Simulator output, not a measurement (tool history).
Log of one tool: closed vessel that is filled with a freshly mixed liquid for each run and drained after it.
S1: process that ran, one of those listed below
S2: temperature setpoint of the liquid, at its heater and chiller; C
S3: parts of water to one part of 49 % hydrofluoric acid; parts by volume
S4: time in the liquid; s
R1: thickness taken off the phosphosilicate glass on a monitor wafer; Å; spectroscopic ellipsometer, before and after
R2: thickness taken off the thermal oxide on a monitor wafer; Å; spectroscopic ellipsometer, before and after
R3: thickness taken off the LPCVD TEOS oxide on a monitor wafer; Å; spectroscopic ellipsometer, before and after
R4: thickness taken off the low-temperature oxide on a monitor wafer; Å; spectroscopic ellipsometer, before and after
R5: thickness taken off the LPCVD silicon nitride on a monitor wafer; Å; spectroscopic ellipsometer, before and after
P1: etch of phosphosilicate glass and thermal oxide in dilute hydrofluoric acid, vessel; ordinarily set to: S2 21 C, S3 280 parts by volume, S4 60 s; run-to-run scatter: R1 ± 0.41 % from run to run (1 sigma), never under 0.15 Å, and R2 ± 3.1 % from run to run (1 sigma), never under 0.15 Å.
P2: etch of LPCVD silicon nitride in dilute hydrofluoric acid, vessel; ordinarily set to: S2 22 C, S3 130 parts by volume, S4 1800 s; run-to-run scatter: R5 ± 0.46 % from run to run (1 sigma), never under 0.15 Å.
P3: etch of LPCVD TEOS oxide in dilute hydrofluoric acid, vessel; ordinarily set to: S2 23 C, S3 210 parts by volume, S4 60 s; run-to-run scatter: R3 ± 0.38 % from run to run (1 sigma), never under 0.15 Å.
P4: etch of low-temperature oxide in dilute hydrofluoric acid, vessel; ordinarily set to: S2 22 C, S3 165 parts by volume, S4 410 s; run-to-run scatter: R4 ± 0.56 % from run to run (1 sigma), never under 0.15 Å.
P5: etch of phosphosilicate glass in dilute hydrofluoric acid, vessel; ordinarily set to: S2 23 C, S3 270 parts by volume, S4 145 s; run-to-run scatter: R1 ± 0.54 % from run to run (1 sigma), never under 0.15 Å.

run     day  S1    S2   S3    S4      R1      R2      R3      R4      R5
  1   0.371  P1    21  280    60  176.29  7.2965
  2   0.708  P1    21  475    60   87.71   3.796
  3   1.188  P5    23  495   145  112.88
  4   1.633  P1    21  280    60   177.3  7.2131
  5   2.167  P1    21  280    60  177.11  7.5388
  6   2.517  P3    23  210    60                  134.98
  7   2.879  P3    23   35    60                  1001.4
  8   3.308  P4    22  165   410                          393.77
  9   3.617  P5    23  270   255  446.93
 10   3.883  P4    18  165   410                          336.63
 11   4.304  P5    23  270   145  250.51
 12   4.667  P2    28  130  1800                                   92.13
 13    4.95  P2    22  130  1800                                  62.077
 14   5.358  P1    21  280   105  308.73  12.104
 15   5.633  P5    17  270   145  201.71
 16   6.179  P3    23  210    30                  67.414
 17   6.571  P1  17.5  280    60  155.01   5.994
 18     6.9  P4    22  235   410                           257.2
 19   7.271  P1    21  280    60  176.97  7.6052
 20   7.529  P1    21  445   105  167.23  7.1946
 21   8.096  P4    22  165   410                          398.09
 22   8.492  P2    22  130  3540                                  122.79
 23   8.958  P3    17  210    60                  106.83
 24   9.312  P1    21  280    60  177.75   7.024
 25   9.579  P4    22  165   725                          706.06
 26  10.046  P2    22   20  1800                                  389.73
 27  10.525  P1    21  280    60  177.12  7.0522
 28  10.983  P2    22  130  1800                                  62.719
 29  11.471  P1    21  280    30  87.802  3.4779
 30  11.825  P1    21   90    60   671.9  28.197
     11.904  -- thermometer replaced
 31  12.225  P1    21  380   105  208.77  8.8146
 32  12.679  P3    23  210    60                  134.85
 33  13.054  P1    21  280    60  177.14  7.5043
 34  13.538  P1  28.5  280    60  229.72  9.1875
 35  14.025  P1    21  280    60  177.58   7.217
 36  14.479  P1    21  280    60  185.75  7.1481
 37  14.858  P1    21  280    60  188.38  7.3932
 38  15.312  P1    21  280    60  190.99  7.9214
 39  15.612  P1    21  280    60  191.42  7.5447
 40  15.917  P1    21  280    60  190.87  8.0105
 41  16.212  P1    21  280    60  191.71  8.4432

What P1 gives has crept away from where it was. These 2 causes fit the log equally well, each at the size given:
A: liquid hotter than its thermometer reads (K) = 2.21
B: hydrofluoric acid flow above the setpoint (%) = 6.52
The process output started creeping at around day 14.025.

Below are 4 check runs, each on a single wafer, with their results shown as question marks. Which of them would tell the listed causes apart, meaning the causes would give clearly different results under it?
check 1  16.508  P2  22  130  1800                   ?
check 2  16.508  P4  22  165   410               ?
check 3  16.508  P3  23  210    60           ?
check 4  16.508  P5  23  270   145   ?

Expected result of each check under each candidate cause:
  check  result    if A    if B
check 1      R5  72.256  66.512
check 2      R4  430.69  426.26
check 3      R3  146.06  145.41
check 4      R1  272.03  272.42
Separation of the two closest causes in each check, using whichever result separates them best: check 1 8.28 %; check 2 1.04 %; check 3 0.45 %; check 4 0.14 %
Only in check 1 would the causes give clearly different results; in the remaining checks their results would be nearly the same.

Then check 1 was run and gave: R5 66.256 Å. Which cause is it?

B is the cause: hydrofluoric acid flow above the setpoint (%).
